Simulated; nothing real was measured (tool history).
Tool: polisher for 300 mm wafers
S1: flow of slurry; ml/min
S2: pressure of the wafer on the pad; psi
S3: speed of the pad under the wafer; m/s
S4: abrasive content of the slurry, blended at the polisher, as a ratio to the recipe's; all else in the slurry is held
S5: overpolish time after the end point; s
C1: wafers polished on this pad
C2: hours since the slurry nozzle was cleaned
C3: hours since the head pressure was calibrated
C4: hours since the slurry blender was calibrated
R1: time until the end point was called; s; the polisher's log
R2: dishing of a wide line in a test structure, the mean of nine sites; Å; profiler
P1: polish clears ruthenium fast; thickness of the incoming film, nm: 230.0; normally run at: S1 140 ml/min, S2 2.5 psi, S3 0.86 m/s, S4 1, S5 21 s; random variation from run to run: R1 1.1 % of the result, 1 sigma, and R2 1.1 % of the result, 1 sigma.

Run 1, hour 11.7: S1 140 ml/min, S2 2.5 psi, S3 0.86 m/s, S4 1, S5 21 s; C1 467; C2 165.3; C3 205.3; C4 267. Result: R1 75.713 s, R2 475.27 Å.
Run 2, hour 20.8: S1 140 ml/min, S2 2.5 psi, S3 0.86 m/s, S4 1, S5 7 s; C1 578; C2 174.4; C3 214.4; C4 276.1. Result: R1 76.825 s, R2 182.76 Å.
Run 3, hour 31.6: S1 140 ml/min, S2 2.5 psi, S3 1.16 m/s, S4 1, S5 21 s; C1 710; C2 185.2; C3 225.2; C4 286.9. Result: R1 56.218 s, R2 586.13 Å.
Run 4, hour 41.9: S1 140 ml/min, S2 2.5 psi, S3 0.86 m/s, S4 1, S5 21 s; C1 835; C2 195.5; C3 235.5; C4 297.2. Result: R1 76.94 s, R2 475.04 Å.
Run 5, hour 50.1: S1 140 ml/min, S2 2.5 psi, S3 0.86 m/s, S4 1, S5 21 s; C1 935; C2 203.7; C3 243.7; C4 305.4. Result: R1 76.442 s, R2 470.61 Å.
Run 6, hour 57.4: S1 140 ml/min, S2 1.1 psi, S3 0.86 m/s, S4 1, S5 21 s; C1 1024; C2 211; C3 251; C4 312.7. Result: R1 173.14 s, R2 234.04 Å.
Run 7, hour 68.2: S1 85 ml/min, S2 2.5 psi, S3 0.86 m/s, S4 1, S5 21 s; C1 1156; C2 221.8; C3 261.8; C4 323.5. Result: R1 85.729 s, R2 435.08 Å.
Run 8, hour 77.2: S1 195 ml/min, S2 2.5 psi, S3 0.86 m/s, S4 1, S5 21 s; C1 1266; C2 230.8; C3 270.8; C4 332.5. Result: R1 72.714 s, R2 491.49 Å.
Run 9, hour 86.6: S1 140 ml/min, S2 2.5 psi, S3 0.86 m/s, S4 1, S5 21 s; C1 1380; C2 240.2; C3 280.2; C4 341.9. Result: R1 75.155 s, R2 467.79 Å.
Run 10, hour 95: S1 140 ml/min, S2 3.5 psi, S3 0.86 m/s, S4 1, S5 21 s; C1 1483; C2 248.6; C3 288.6; C4 350.3. Result: R1 55.214 s, R2 606.76 Å.
Run 11, hour 103: S1 140 ml/min, S2 2.5 psi, S3 0.48 m/s, S4 1, S5 21 s; C1 1580; C2 256.6; C3 296.6; C4 358.3. Result: R1 137.96 s, R2 292.06 Å.
At hour 110.2: slurry nozzle cleaned.
Run 12, hour 110.9: S1 140 ml/min, S2 1.3 psi, S3 0.86 m/s, S4 1, S5 36 s; C1 1677; C2 0.7; C3 304.5; C4 366.2. Result: R1 146.71 s, R2 429.43 Å.
Run 13, hour 117.3: S1 140 ml/min, S2 2.5 psi, S3 0.86 m/s, S4 0.55, S5 21 s; C1 1755; C2 7.1; C3 310.9; C4 372.6. Result: R1 105.54 s, R2 364.68 Å.
Run 14, hour 124.2: S1 140 ml/min, S2 2.5 psi, S3 0.86 m/s, S4 1.45, S5 21 s; C1 1839; C2 14; C3 317.8; C4 379.5. Result: R1 66.558 s, R2 535.64 Å.
Run 15, hour 130.8: S1 140 ml/min, S2 2.5 psi, S3 0.86 m/s, S4 1, S5 21 s; C1 1919; C2 20.6; C3 324.4; C4 386.1. Result: R1 76.39 s, R2 466.6 Å.
Run 16, hour 136.3: S1 140 ml/min, S2 1.2 psi, S3 0.6 m/s, S4 1, S5 21 s; C1 1986; C2 26.1; C3 329.9; C4 391.6. Result: R1 228.34 s, R2 184.66 Å.
Run 17, hour 143.5: S1 140 ml/min, S2 2.5 psi, S3 0.86 m/s, S4 1, S5 31 s; C1 2074; C2 33.3; C3 337.1; C4 398.8. Result: R1 75.413 s, R2 620.66 Å.
Run 18, hour 154.3: S1 140 ml/min, S2 2.5 psi, S3 0.86 m/s, S4 1, S5 21 s; C1 2206; C2 44.1; C3 347.9; C4 409.6. Result: R1 76.769 s, R2 480 Å.
Run 19, hour 160.8: S1 140 ml/min, S2 2.5 psi, S3 0.86 m/s, S4 1, S5 21 s; C1 2285; C2 50.6; C3 354.4; C4 416.1. Result: R1 76.654 s, R2 466.61 Å.
Run 20, hour 168.1: S1 140 ml/min, S2 2.5 psi, S3 0.86 m/s, S4 1, S5 21 s; C1 2374; C2 57.9; C3 361.7; C4 423.4. Result: R1 78.067 s, R2 470.89 Å.
Run 21, hour 177.1: S1 140 ml/min, S2 2.5 psi, S3 0.86 m/s, S4 1, S5 21 s; C1 2484; C2 66.9; C3 370.7; C4 432.4. Result: R1 81.655 s, R2 462.05 Å.
Run 22, hour 189.1: S1 140 ml/min, S2 2.5 psi, S3 0.86 m/s, S4 1, S5 21 s; C1 2630; C2 78.9; C3 382.7; C4 444.4. Result: R1 82.452 s, R2 432.9 Å.
Run 23, hour 200.4: S1 140 ml/min, S2 2.5 psi, S3 0.86 m/s, S4 1, S5 21 s; C1 2768; C2 90.2; C3 394; C4 455.7. Result: R1 83.371 s, R2 429.79 Å.
At hour 202.8: head pressure recalibrated.
Run 24, hour 209.7: S1 140 ml/min, S2 2.5 psi, S3 0.86 m/s, S4 1, S5 21 s; C1 2881; C2 99.5; C3 6.9; C4 465. Result: R1 83.486 s, R2 434.43 Å.

Forecast run 25:
At hour 209.9: slurry blender recalibrated.
Run 25, hour 221.6: S1 140 ml/min, S2 2.5 psi, S3 0.86 m/s, S4 1, S5 21 s; C1 3026; C2 111.4; C3 18.8; C4 11.7. Result: R1 ?, R2 ?.

{"run 25": {"R1": 85.526, "R2": 440.89}}

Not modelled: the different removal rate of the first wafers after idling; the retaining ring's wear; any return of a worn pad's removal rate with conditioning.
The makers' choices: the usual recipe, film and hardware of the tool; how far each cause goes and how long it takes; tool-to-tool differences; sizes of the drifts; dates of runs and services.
